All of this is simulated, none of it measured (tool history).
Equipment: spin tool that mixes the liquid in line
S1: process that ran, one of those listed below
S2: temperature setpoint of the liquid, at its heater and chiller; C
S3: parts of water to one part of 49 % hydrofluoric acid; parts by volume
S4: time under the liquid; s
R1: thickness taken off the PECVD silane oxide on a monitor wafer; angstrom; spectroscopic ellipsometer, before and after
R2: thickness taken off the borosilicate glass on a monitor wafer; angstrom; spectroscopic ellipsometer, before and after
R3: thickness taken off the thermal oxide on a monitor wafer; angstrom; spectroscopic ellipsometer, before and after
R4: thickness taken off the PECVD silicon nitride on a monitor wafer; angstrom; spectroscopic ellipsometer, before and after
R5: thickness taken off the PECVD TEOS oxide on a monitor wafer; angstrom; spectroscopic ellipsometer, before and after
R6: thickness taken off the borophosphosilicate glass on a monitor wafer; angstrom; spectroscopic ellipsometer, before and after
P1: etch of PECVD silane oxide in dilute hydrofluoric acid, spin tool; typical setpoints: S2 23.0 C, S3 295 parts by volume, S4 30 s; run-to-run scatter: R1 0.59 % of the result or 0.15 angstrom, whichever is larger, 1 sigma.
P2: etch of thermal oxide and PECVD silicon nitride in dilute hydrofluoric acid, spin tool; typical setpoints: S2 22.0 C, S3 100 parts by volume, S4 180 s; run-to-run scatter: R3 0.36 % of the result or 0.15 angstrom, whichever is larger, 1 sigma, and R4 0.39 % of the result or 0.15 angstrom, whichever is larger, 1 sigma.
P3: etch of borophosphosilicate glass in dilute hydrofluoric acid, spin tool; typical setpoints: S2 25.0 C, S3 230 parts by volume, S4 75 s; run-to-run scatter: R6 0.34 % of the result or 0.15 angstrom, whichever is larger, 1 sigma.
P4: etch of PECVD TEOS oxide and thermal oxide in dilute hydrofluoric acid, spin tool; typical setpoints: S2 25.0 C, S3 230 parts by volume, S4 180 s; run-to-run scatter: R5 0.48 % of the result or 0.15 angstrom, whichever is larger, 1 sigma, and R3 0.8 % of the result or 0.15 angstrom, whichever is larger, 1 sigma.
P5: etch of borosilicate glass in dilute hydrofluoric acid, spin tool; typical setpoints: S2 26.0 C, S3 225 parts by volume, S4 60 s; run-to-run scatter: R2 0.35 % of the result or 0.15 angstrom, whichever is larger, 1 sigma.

run	hour	S1	S2	S3	S4	R1	R2	R3	R4	R5	R6
1	4.2	P1	23.0	295	30	41.192					
2	8.4	P5	26.0	225	60		73.557				
3	11.8	P2	22.0	100	70			30.118	27.937		
4	15.7	P1	23.0	295	30	41.423					
5	18.6	P1	23.0	295	30	41.374					
6	23.4	P4	25.0	230	100			19.586		39.642	
7	28.0	P4	19.5	230	180			28.619		58.605	
8	32.5	P3	25.0	230	75						130.990
# hour 34.1: hydrofluoric acid flow meter replaced
9	35.8	P1	23.0	295	55	75.955					
10	39.8	P1	23.0	415	30	26.284					
11	43.4	P5	18.0	225	60		54.722				
12	47.2	P2	17.0	100	180			62.359	50.374		
13	52.1	P1	23.0	295	30	41.380					
14	55.6	P1	17.0	295	30	32.900					
15	59.3	P4	25.0	230	180			35.427		71.436	
16	62.2	P1	23.0	295	15	20.496					
17	66.2	P3	25.0	230	75						130.860
18	69.7	P3	25.0	230	20						34.921
19	74.4	P1	30.0	295	30	52.074					
20	77.5	P1	23.0	410	15	13.512					
21	81.4	P1	23.0	295	30	40.915					
22	84.6	P2	22.0	100	180			77.461	70.831		
23	87.4	P5	26.0	225	60		73.657				
24	91.2	P3	17.5	230	75						98.385
25	95.4	P5	26.0	370	60		38.366				
26	97.8	P1	23.0	295	30	40.884					
27	102.9	P4	25.0	230	180			34.727		71.366	
28	107.4	P5	26.0	225	30		37.229				
29	112.5	P2	22.0	50	180			163.820	141.030		
30	116.8	P4	25.0	95	180			99.743		204.010	
31	121.7	P1	23.0	100	30	150.450					
32	124.3	P3	25.0	395	75						64.829
33	126.9	P1	23.0	295	30	41.552					
34	129.7	P1	23.0	295	30	42.249					
35	133.7	P1	23.0	295	30	42.831					
36	137.0	P1	23.0	295	30	43.110					
37	142.0	P1	23.0	295	30	43.770					
38	146.6	P1	23.0	295	30	43.856					

Expected results for the next run?
39	151.1	P1	23.0	295	30	?					

Run 39 gave R1 43.627 angstrom.
